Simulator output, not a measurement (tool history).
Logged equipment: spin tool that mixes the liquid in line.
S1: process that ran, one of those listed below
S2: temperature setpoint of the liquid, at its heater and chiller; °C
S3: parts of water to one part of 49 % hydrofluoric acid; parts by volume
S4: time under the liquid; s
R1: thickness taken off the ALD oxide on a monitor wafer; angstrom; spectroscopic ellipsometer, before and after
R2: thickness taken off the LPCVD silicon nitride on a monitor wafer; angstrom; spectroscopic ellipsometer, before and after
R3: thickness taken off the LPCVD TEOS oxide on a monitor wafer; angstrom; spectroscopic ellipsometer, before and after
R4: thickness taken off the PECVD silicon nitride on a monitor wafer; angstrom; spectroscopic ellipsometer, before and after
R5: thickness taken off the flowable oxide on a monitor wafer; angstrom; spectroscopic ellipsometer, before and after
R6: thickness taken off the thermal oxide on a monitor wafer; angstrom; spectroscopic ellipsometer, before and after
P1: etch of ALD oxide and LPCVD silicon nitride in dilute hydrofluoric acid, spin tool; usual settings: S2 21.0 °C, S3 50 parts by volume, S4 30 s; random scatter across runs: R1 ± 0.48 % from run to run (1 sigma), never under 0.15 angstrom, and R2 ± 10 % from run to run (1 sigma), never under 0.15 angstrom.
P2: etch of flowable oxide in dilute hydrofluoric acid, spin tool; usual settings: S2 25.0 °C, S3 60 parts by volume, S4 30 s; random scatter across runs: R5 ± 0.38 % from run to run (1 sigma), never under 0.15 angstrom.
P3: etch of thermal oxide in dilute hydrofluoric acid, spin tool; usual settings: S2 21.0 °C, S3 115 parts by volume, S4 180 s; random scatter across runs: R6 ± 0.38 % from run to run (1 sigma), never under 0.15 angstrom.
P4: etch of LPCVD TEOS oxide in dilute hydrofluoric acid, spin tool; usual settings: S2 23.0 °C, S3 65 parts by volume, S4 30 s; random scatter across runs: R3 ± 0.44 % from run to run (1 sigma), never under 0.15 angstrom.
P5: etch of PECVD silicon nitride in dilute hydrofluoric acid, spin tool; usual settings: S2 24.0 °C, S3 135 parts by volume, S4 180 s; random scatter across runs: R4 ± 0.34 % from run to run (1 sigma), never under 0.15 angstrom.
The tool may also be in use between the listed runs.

run,hour,S1,S2,S3,S4,R1,R2,R3,R4,R5,R6
1,7.3,P1,21.0,50,30,106.980,2.40030,,,,
2,14.5,P4,23.0,65,30,,,162.07,,,
3,23.5,P4,23.0,90,30,,,113.96,,,
4,30.0,P1,26.5,50,45,201.700,5.11830,,,,
5,38.8,P5,24.0,135,180,,,,72.565,,
6,46.4,P5,24.0,65,180,,,,151.040,,
7,51.9,P1,21.0,50,60,212.060,5.37260,,,,
8,60.7,P2,25.0,60,15,,,,,95.673,
9,68.0,P2,25.0,60,30,,,,,190.760,
10,78.2,P2,25.0,20,30,,,,,604.630,
11,84.6,P1,21.0,50,15,53.651,0.94658,,,,
12,94.2,P1,21.0,30,30,183.000,4.05930,,,,
13,103.8,P3,21.0,115,350,,,,,,119.220
14,112.7,P1,21.0,50,30,107.190,2.52380,,,,
15,121.8,P3,21.0,115,180,,,,,,61.733
16,130.8,P3,21.0,185,180,,,,,,35.524
17,136.4,P1,17.0,50,30,89.896,1.80220,,,,
18,145.6,P1,21.0,80,30,64.031,1.72530,,,,
19,150.6,P2,19.5,60,30,,,,,151.230,
20,155.6,P5,29.0,135,180,,,,99.913,,
21,161.6,P4,29.0,65,30,,,204.76,,,
22,169.5,P5,24.0,135,340,,,,137.480,,
23,179.1,P4,23.0,65,55,,,295.88,,,
24,189.1,P1,21.0,50,30,107.000,2.48110,,,,
25,199.3,P1,29.0,50,30,148.000,4.51990,,,,
26,206.6,P1,21.0,50,30,107.210,2.90030,,,,
27,212.3,P3,17.0,115,180,,,,,,51.759
28,219.0,P1,21.0,50,30,106.870,2.85190,,,,
29,225.3,P1,21.0,50,30,106.820,2.15270,,,,
30,231.2,P1,21.0,50,30,109.120,1.97310,,,,
31,238.4,P1,21.0,50,30,111.510,2.08450,,,,
32,246.1,P1,21.0,50,30,111.940,2.83380,,,,
33,252.4,P1,21.0,50,30,112.440,2.52790,,,,
34,259.2,P1,21.0,50,30,113.720,2.40810,,,,
35,264.2,P1,21.0,50,30,114.520,2.32630,,,,
36,270.6,P1,21.0,50,30,114.080,2.86840,,,,
37,277.4,P1,21.0,50,30,114.130,2.16800,,,,
38,285.9,P1,21.0,50,30,113.480,2.88490,,,,
39,293.3,P1,21.0,50,30,114.580,2.26620,,,,

P1 no longer gives what it gave before; its output has crept away from where it was. The following 2 causes, each at its listed size, fit the log equally well:
A: liquid hotter than its thermometer reads (K) = 1.55
B: hydrofluoric acid flow above the setpoint (%) = 6.3
The onset of the drift is placed at about hour 225.3.

Listed below are the offered check runs, one wafer per run, with question marks in place of results. For which of them would the causes give clearly different outcomes?
check 1,300.7,P2,25.0,60,30,,,,,?,
check 2,300.7,P4,23.0,65,30,,,?,,,
check 3,300.7,P5,24.0,135,180,,,,?,,
check 4,300.7,P3,21.0,115,180,,,,,,?

Check results expected under each cause:
check,result,if A,if B
check 1,R5,203.370,204.100
check 2,R3,172.69,173.17
check 3,R4,80.738,77.607
check 4,R6,65.308,65.752
Per-check spread between the two closest causes, in the result where they differ most: check 1 0.36 %; check 2 0.28 %; check 3 3.96 %; check 4 0.68 %
Only check 3 tells the causes apart: in the others they would give nearly the same result.

After running check 3, the following was obtained: R4 77.592 angstrom. Which cause does this point to?

It is B: hydrofluoric acid flow above the setpoint (%).
